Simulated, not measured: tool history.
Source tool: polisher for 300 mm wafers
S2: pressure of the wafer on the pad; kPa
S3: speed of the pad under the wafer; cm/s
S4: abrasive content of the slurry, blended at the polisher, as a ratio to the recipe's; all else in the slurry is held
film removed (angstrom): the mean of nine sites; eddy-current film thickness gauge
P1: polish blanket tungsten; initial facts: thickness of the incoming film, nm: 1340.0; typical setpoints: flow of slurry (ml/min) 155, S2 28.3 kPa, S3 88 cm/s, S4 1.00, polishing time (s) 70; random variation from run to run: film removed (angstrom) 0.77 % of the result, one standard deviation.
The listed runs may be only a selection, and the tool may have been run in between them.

Run 1, hour 6.1: flow of slurry (ml/min) 155, S2 28.3 kPa, S3 88 cm/s, S4 1.00, polishing time (s) 70. Result: film removed (angstrom) 2592.1.
Run 2, hour 14.2: flow of slurry (ml/min) 155, S2 28.3 kPa, S3 88 cm/s, S4 1.35, polishing time (s) 70. Result: film removed (angstrom) 2791.7.
Run 3, hour 23.6: flow of slurry (ml/min) 155, S2 28.3 kPa, S3 88 cm/s, S4 0.55, polishing time (s) 70. Result: film removed (angstrom) 2237.9.
Run 4, hour 31.4: flow of slurry (ml/min) 95, S2 28.3 kPa, S3 88 cm/s, S4 1.00, polishing time (s) 70. Result: film removed (angstrom) 2357.3.
Run 5, hour 37.5: flow of slurry (ml/min) 155, S2 28.3 kPa, S3 88 cm/s, S4 1.00, polishing time (s) 70. Result: film removed (angstrom) 2598.0.
At hour 38.0: slurry blender recalibrated.
At hour 40.7: head pressure recalibrated.
Run 6, hour 45.9: flow of slurry (ml/min) 155, S2 28.3 kPa, S3 88 cm/s, S4 1.00, polishing time (s) 70. Result: film removed (angstrom) 2624.9.
Run 7, hour 50.2: flow of slurry (ml/min) 220, S2 28.3 kPa, S3 88 cm/s, S4 1.00, polishing time (s) 70. Result: film removed (angstrom) 2767.2.
Run 8, hour 59.1: flow of slurry (ml/min) 155, S2 28.3 kPa, S3 88 cm/s, S4 1.00, polishing time (s) 103. Result: film removed (angstrom) 3835.4.
Run 9, hour 68.2: flow of slurry (ml/min) 155, S2 28.3 kPa, S3 88 cm/s, S4 1.00, polishing time (s) 70. Result: film removed (angstrom) 2591.5.
Run 10, hour 77.5: flow of slurry (ml/min) 155, S2 28.3 kPa, S3 88 cm/s, S4 1.00, polishing time (s) 70. Result: film removed (angstrom) 2621.6.
Run 11, hour 83.6: flow of slurry (ml/min) 155, S2 28.3 kPa, S3 88 cm/s, S4 1.00, polishing time (s) 35. Result: film removed (angstrom) 1299.3.
Run 12, hour 90.4: flow of slurry (ml/min) 155, S2 40.7 kPa, S3 88 cm/s, S4 1.00, polishing time (s) 70. Result: film removed (angstrom) 3763.2.
Run 13, hour 95.4: flow of slurry (ml/min) 215, S2 19.3 kPa, S3 88 cm/s, S4 1.00, polishing time (s) 70. Result: film removed (angstrom) 1879.8.
Run 14, hour 102.3: flow of slurry (ml/min) 155, S2 15.2 kPa, S3 88 cm/s, S4 1.00, polishing time (s) 70. Result: film removed (angstrom) 1416.6.
Run 15, hour 108.9: flow of slurry (ml/min) 155, S2 28.3 kPa, S3 88 cm/s, S4 1.00, polishing time (s) 70. Result: film removed (angstrom) 2609.7.
Run 16, hour 116.9: flow of slurry (ml/min) 155, S2 28.3 kPa, S3 50 cm/s, S4 1.00, polishing time (s) 90. Result: film removed (angstrom) 1871.4.
Run 17, hour 126.8: flow of slurry (ml/min) 155, S2 28.3 kPa, S3 118 cm/s, S4 0.65, polishing time (s) 70. Result: film removed (angstrom) 3163.0.
Run 18, hour 135.2: flow of slurry (ml/min) 155, S2 28.3 kPa, S3 44 cm/s, S4 1.00, polishing time (s) 70. Result: film removed (angstrom) 1298.2.
Run 19, hour 144.4: flow of slurry (ml/min) 155, S2 28.3 kPa, S3 118 cm/s, S4 1.00, polishing time (s) 70. Result: film removed (angstrom) 3503.0.
Run 20, hour 153.5: flow of slurry (ml/min) 155, S2 28.3 kPa, S3 88 cm/s, S4 1.00, polishing time (s) 70. Result: film removed (angstrom) 2627.8.
Run 21, hour 160.2: flow of slurry (ml/min) 155, S2 28.3 kPa, S3 88 cm/s, S4 1.00, polishing time (s) 70. Result: film removed (angstrom) 2499.1.
Run 22, hour 167.6: flow of slurry (ml/min) 155, S2 28.3 kPa, S3 88 cm/s, S4 1.00, polishing time (s) 70. Result: film removed (angstrom) 2441.0.
Run 23, hour 174.6: flow of slurry (ml/min) 155, S2 28.3 kPa, S3 88 cm/s, S4 1.00, polishing time (s) 70. Result: film removed (angstrom) 2443.0.
At hour 180.5: slurry blender recalibrated.
Run 24, hour 184.4: flow of slurry (ml/min) 155, S2 28.3 kPa, S3 88 cm/s, S4 1.00, polishing time (s) 70. Result: film removed (angstrom) 2418.9.
Run 25, hour 189.3: flow of slurry (ml/min) 155, S2 28.3 kPa, S3 88 cm/s, S4 1.00, polishing time (s) 70. Result: film removed (angstrom) 2375.1.
At hour 193.3: head pressure recalibrated.
At hour 195.2: slurry tank refilled with fresh slurry and peroxide.
Run 26, hour 195.4: flow of slurry (ml/min) 155, S2 28.3 kPa, S3 88 cm/s, S4 1.00, polishing time (s) 70. Result: film removed (angstrom) 2407.2.
Run 27, hour 201.4: flow of slurry (ml/min) 155, S2 28.3 kPa, S3 88 cm/s, S4 1.00, polishing time (s) 70. Result: film removed (angstrom) 2363.3.
Run 28, hour 207.5: flow of slurry (ml/min) 155, S2 28.3 kPa, S3 88 cm/s, S4 1.00, polishing time (s) 70. Result: film removed (angstrom) 2380.3.

Predict the results of run 29:
Run 29, hour 214.0: flow of slurry (ml/min) 155, S2 28.3 kPa, S3 88 cm/s, S4 1.00, polishing time (s) 70. Result: film removed (angstrom) ?.

film removed (angstrom): 2376.2
